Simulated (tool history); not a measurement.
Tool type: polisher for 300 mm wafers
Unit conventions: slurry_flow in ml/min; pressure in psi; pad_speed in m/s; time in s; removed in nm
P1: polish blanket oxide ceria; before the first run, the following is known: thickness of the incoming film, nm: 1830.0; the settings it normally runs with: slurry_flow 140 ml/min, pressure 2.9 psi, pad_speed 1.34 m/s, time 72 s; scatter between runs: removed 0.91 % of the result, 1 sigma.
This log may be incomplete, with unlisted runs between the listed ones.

run,day,slurry_flow,pressure,pad_speed,time,removed
1,0.446,140,2.9,1.34,72,330.07
2,0.783,210,2.9,1.34,72,355.21
# day 0.904: head pressure recalibrated
# day 1.083: slurry nozzle cleaned
3,1.179,140,2.9,1.34,72,332.99
4,1.546,140,2.9,1.34,33,153.55
5,1.846,140,2.9,1.34,91,422.9
6,2.258,140,3.7,1.34,72,421.99
7,2.733,140,2.9,1.34,72,339.4
8,2.967,90,2.9,1.96,72,446.59
9,3.458,140,2.9,2.02,72,496.27
10,3.804,215,2.9,1.34,106,518.57
11,4.075,205,2.9,0.62,72,162.49
12,4.512,85,2.9,1.34,72,295.66
13,4.946,140,1.8,1.34,72,207.43
14,5.175,140,2.9,1.34,72,335.7
15,5.504,140,2.9,1.34,72,338.16
16,5.854,140,2.9,1.34,72,332.27
17,6.233,140,2.9,0.6,72,149.34

Run 18 has not been measured yet. What should we expect?
18,6.712,140,2.9,1.34,72,?

removed: 333.87 nm

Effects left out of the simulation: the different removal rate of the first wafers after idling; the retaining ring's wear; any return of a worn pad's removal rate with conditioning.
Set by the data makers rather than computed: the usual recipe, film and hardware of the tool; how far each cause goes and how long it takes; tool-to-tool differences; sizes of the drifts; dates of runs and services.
